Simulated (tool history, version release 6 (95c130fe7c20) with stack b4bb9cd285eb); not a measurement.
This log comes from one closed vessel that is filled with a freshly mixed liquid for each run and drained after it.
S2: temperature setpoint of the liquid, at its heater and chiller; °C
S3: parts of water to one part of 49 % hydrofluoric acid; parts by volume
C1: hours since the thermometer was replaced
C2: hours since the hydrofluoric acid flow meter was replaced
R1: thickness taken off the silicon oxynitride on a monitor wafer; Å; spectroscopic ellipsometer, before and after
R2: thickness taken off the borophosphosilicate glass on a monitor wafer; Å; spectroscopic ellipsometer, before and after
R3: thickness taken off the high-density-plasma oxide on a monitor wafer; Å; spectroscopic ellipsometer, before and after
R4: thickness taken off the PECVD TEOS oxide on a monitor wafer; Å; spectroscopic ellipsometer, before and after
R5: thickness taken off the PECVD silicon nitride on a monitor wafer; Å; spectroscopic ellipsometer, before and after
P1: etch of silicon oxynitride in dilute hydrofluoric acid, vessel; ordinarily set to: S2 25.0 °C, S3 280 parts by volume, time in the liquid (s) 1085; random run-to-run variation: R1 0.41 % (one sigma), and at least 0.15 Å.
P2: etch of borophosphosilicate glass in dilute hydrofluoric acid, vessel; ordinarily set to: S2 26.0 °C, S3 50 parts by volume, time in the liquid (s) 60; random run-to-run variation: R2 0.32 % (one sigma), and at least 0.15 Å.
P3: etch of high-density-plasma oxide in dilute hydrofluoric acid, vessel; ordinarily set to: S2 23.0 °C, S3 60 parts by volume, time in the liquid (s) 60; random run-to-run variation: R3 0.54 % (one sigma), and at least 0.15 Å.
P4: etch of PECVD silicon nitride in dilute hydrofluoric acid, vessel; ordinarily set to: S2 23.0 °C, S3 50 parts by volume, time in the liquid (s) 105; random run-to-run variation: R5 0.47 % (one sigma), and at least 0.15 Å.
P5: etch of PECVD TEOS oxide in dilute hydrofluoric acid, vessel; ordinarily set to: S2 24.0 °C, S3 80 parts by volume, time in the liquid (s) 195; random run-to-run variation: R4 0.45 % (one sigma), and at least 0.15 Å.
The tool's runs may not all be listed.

run 1 hour=5.8 | process_that_ran=P1 S2=25.0 S3=280 time_in_the_liquid_(s)=1085 | C1=1021.3 C2=139.1 | R1=167.820
run 2 hour=8.8 | process_that_ran=P2 S2=26.0 S3=50 time_in_the_liquid_(s)=60 | C1=1024.3 C2=142.1 | R2=465.33
run 3 hour=12.8 | process_that_ran=P3 S2=23.0 S3=60 time_in_the_liquid_(s)=60 | C1=1028.3 C2=146.1 | R3=114.030
run 4 hour=18.4 | process_that_ran=P1 S2=25.0 S3=280 time_in_the_liquid_(s)=1085 | C1=1033.9 C2=151.7 | R1=166.370
run 5 hour=23.0 | process_that_ran=P1 S2=20.0 S3=280 time_in_the_liquid_(s)=1085 | C1=1038.5 C2=156.3 | R1=134.200
run 6 hour=27.0 | process_that_ran=P5 S2=32.0 S3=80 time_in_the_liquid_(s)=195 | C1=1042.5 C2=160.3 | R4=668.85
run 7 hour=32.6 | process_that_ran=P2 S2=26.0 S3=50 time_in_the_liquid_(s)=105 | C1=1048.1 C2=165.9 | R2=815.22
run 8 hour=38.0 | process_that_ran=P5 S2=24.0 S3=30 time_in_the_liquid_(s)=195 | C1=1053.5 C2=171.3 | R4=1397.80
run 9 hour=42.3 | process_that_ran=P1 S2=25.0 S3=280 time_in_the_liquid_(s)=1085 | C1=1057.8 C2=175.6 | R1=166.760
run 10 hour=45.1 | process_that_ran=P4 S2=23.0 S3=50 time_in_the_liquid_(s)=160 | C1=1060.6 C2=178.4 | R5=109.260
run 11 hour=49.5 | process_that_ran=P4 S2=23.0 S3=90 time_in_the_liquid_(s)=105 | C1=1065.0 C2=182.8 | R5=40.244
run 12 hour=52.0 | process_that_ran=P1 S2=25.0 S3=445 time_in_the_liquid_(s)=1085 | C1=1067.5 C2=185.3 | R1=93.429
run 13 hour=57.6 | process_that_ran=P3 S2=23.0 S3=60 time_in_the_liquid_(s)=30 | C1=1073.1 C2=190.9 | R3=57.543
run 14 hour=60.4 | process_that_ran=P5 S2=24.0 S3=80 time_in_the_liquid_(s)=195 | C1=1075.9 C2=193.7 | R4=489.34
run 15 hour=64.8 | process_that_ran=P2 S2=33.5 S3=50 time_in_the_liquid_(s)=60 | C1=1080.3 C2=198.1 | R2=625.21
run 16 hour=67.9 | process_that_ran=P1 S2=25.0 S3=280 time_in_the_liquid_(s)=340 | C1=1083.4 C2=201.2 | R1=52.652
run 17 hour=70.6 | process_that_ran=P4 S2=17.0 S3=50 time_in_the_liquid_(s)=105 | C1=1086.1 C2=203.9 | R5=47.432
run 18 hour=74.1 | process_that_ran=P3 S2=23.0 S3=35 time_in_the_liquid_(s)=60 | C1=1089.6 C2=207.4 | R3=203.700
run 19 hour=77.4 | process_that_ran=P3 S2=30.0 S3=60 time_in_the_liquid_(s)=60 | C1=1092.9 C2=210.7 | R3=152.120
run 20 hour=82.7 | process_that_ran=P3 S2=23.0 S3=60 time_in_the_liquid_(s)=60 | C1=1098.2 C2=216.0 | R3=115.290
run 21 hour=86.8 | process_that_ran=P5 S2=24.0 S3=80 time_in_the_liquid_(s)=70 | C1=1102.3 C2=220.1 | R4=175.85
-- hour=90.9 hydrofluoric acid flow meter replaced
run 22 hour=91.9 | process_that_ran=P2 S2=26.0 S3=30 time_in_the_liquid_(s)=60 | C1=1107.4 C2=1.1 | R2=798.03
run 23 hour=96.4 | process_that_ran=P1 S2=33.5 S3=280 time_in_the_liquid_(s)=1085 | C1=1111.9 C2=5.6 | R1=236.390
run 24 hour=99.0 | process_that_ran=P1 S2=20.5 S3=460 time_in_the_liquid_(s)=1085 | C1=1114.5 C2=8.2 | R1=75.582
run 25 hour=102.4 | process_that_ran=P1 S2=25.0 S3=280 time_in_the_liquid_(s)=1085 | C1=1117.9 C2=11.6 | R1=167.060
run 26 hour=105.4 | process_that_ran=P1 S2=25.0 S3=280 time_in_the_liquid_(s)=1580 | C1=1120.9 C2=14.6 | R1=242.180
run 27 hour=108.6 | process_that_ran=P1 S2=25.0 S3=155 time_in_the_liquid_(s)=1085 | C1=1124.1 C2=17.8 | R1=332.160
run 28 hour=113.2 | process_that_ran=P1 S2=19.0 S3=115 time_in_the_liquid_(s)=1085 | C1=1128.7 C2=22.4 | R1=345.390
run 29 hour=117.7 | process_that_ran=P4 S2=23.0 S3=50 time_in_the_liquid_(s)=105 | C1=1133.2 C2=26.9 | R5=71.961
run 30 hour=123.5 | process_that_ran=P1 S2=25.0 S3=280 time_in_the_liquid_(s)=1085 | C1=1139.0 C2=32.7 | R1=167.050
run 31 hour=127.0 | process_that_ran=P1 S2=25.0 S3=280 time_in_the_liquid_(s)=1085 | C1=1142.5 C2=36.2 | R1=162.150
run 32 hour=129.8 | process_that_ran=P1 S2=25.0 S3=280 time_in_the_liquid_(s)=1085 | C1=1145.3 C2=39.0 | R1=158.240
run 33 hour=134.3 | process_that_ran=P1 S2=25.0 S3=280 time_in_the_liquid_(s)=1085 | C1=1149.8 C2=43.5 | R1=155.110
run 34 hour=137.6 | process_that_ran=P1 S2=25.0 S3=280 time_in_the_liquid_(s)=1085 | C1=1153.1 C2=46.8 | R1=154.710
run 35 hour=142.9 | process_that_ran=P1 S2=25.0 S3=280 time_in_the_liquid_(s)=1085 | C1=1158.4 C2=52.1 | R1=152.520
run 36 hour=145.9 | process_that_ran=P1 S2=25.0 S3=280 time_in_the_liquid_(s)=1085 | C1=1161.4 C2=55.1 | R1=150.990
run 37 hour=150.5 | process_that_ran=P1 S2=25.0 S3=280 time_in_the_liquid_(s)=1085 | C1=1166.0 C2=59.7 | R1=150.960
run 38 hour=153.2 | process_that_ran=P1 S2=25.0 S3=280 time_in_the_liquid_(s)=1085 | C1=1168.7 C2=62.4 | R1=150.720
run 39 hour=158.3 | process_that_ran=P1 S2=25.0 S3=280 time_in_the_liquid_(s)=1085 | C1=1173.8 C2=67.5 | R1=151.510
run 40 hour=162.9 | process_that_ran=P1 S2=25.0 S3=280 time_in_the_liquid_(s)=1085 | C1=1178.4 C2=72.1 | R1=150.970

Something has made what P1 gives creep away from where it was; the 2 causes below, each at its own stated size, fit the log equally well:
A: liquid colder than its thermometer reads (K) = 2.4
B: hydrofluoric acid flow below the setpoint (%) = 8.15
The process output started creeping at around hour 123.5.

Each of the 4 check runs below uses one wafer; its results are left as question marks. Which run tells the causes apart?
run check 1 hour=167.5 | process_that_ran=P4 S2=23.0 S3=50 time_in_the_liquid_(s)=105 | R5=?
run check 2 hour=167.5 | process_that_ran=P5 S2=24.0 S3=80 time_in_the_liquid_(s)=195 | R4=?
run check 3 hour=167.5 | process_that_ran=P3 S2=23.0 S3=60 time_in_the_liquid_(s)=60 | R3=?
run check 4 hour=167.5 | process_that_ran=P2 S2=26.0 S3=50 time_in_the_liquid_(s)=60 | R2=?

Expected result of each check under each candidate cause:
check=check_1 result=R5 if_A=61.060 if_B=66.235
check=check_2 result=R4 if_A=443.55 if_B=445.12
check=check_3 result=R3 if_A=103.670 if_B=104.510
check=check_4 result=R2 if_A=422.65 if_B=425.58
How far apart the two closest causes lie, in the result that separates them most: check 1 8.13 %; check 2 0.35 %; check 3 0.8 %; check 4 0.69 %
The causes can be told apart only by check 1. The other checks would give nearly the same results under each of them.

Running check 1 produced the following: R5 60.788 Å. Which one of the listed causes fits?

The correct cause is A, namely: liquid colder than its thermometer reads (K).
